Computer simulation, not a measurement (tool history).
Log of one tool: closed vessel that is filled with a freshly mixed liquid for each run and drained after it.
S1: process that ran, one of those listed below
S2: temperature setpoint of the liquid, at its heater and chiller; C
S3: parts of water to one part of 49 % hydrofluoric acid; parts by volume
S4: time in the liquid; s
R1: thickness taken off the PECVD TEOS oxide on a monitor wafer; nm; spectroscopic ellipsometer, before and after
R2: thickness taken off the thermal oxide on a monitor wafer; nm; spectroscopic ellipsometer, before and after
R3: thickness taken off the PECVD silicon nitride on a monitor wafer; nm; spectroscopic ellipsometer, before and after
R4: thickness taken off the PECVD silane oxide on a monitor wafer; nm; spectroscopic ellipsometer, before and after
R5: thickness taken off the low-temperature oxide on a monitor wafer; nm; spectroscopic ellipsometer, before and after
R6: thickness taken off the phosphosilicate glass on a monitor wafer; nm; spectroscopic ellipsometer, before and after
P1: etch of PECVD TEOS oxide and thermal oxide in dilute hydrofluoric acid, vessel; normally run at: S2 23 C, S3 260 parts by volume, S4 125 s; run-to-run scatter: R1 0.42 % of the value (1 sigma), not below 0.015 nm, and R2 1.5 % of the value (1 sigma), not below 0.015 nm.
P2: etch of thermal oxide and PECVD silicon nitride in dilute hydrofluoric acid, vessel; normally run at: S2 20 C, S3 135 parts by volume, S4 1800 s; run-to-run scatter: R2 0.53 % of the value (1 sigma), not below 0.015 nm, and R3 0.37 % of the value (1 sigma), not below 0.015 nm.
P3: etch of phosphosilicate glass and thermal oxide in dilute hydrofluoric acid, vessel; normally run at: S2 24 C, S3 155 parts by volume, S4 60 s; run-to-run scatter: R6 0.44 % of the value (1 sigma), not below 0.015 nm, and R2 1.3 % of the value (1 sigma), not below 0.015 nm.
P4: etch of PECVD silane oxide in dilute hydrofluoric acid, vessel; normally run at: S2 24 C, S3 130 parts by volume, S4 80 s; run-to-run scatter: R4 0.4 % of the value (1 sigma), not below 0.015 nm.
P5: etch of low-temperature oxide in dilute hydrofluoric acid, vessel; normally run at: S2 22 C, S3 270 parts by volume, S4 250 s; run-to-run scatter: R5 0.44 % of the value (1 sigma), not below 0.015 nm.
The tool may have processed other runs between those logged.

run,day,S1,S2,S3,S4,R1,R2,R3,R4,R5,R6
1,0.208,P1,23,260,125,10.405,1.849,,,,
2,0.483,P2,20,195,1800,,32.748,41.121,,,
3,0.667,P1,30,425,125,6.8384,1.1977,,,,
4,0.825,P4,24,130,80,,,,19.728,,
5,1.058,P1,29,260,125,12.815,2.2915,,,,
6,1.238,P5,22,270,375,,,,,11.278,
7,1.396,P3,24,280,60,,0.82926,,,,33.643
8,1.662,P1,23,435,125,5.3365,0.93599,,,,
9,1.929,P1,23,260,125,10.439,1.8435,,,,
10,2.212,P1,23,260,125,10.416,1.8577,,,,
11,2.45,P4,24,205,80,,,,11.42,,
12,2.688,P5,17,270,250,,,,,6.2068,
13,2.942,P3,24,155,90,,2.5688,,,,103.88
14,3.092,P4,24,130,160,,,,39.393,,
15,3.346,P4,28.5,130,80,,,,23.401,,
16,3.546,P1,27,65,125,60.162,11.056,,,,
17,3.788,P1,23,260,40,3.3531,0.57427,,,,
18,4.025,P1,23,260,125,10.376,1.8134,,,,
19,4.167,P5,22,430,250,,,,,4.0923,
20,4.367,P3,24,155,60,,1.7309,,,,69.025
21,4.612,P2,27.5,135,1800,,66.648,96.231,,,
22,4.812,P2,20,135,3025,,83.896,100.08,,,
23,4.942,P5,22,270,250,,,,,7.5002,
24,5.221,P1,23,260,195,16.373,2.8716,,,,

Expected results for the next run?
25,5.475,P2,20,135,1800,,?,?,,,

R2: 50.049 nm
R3: 59.424 nm

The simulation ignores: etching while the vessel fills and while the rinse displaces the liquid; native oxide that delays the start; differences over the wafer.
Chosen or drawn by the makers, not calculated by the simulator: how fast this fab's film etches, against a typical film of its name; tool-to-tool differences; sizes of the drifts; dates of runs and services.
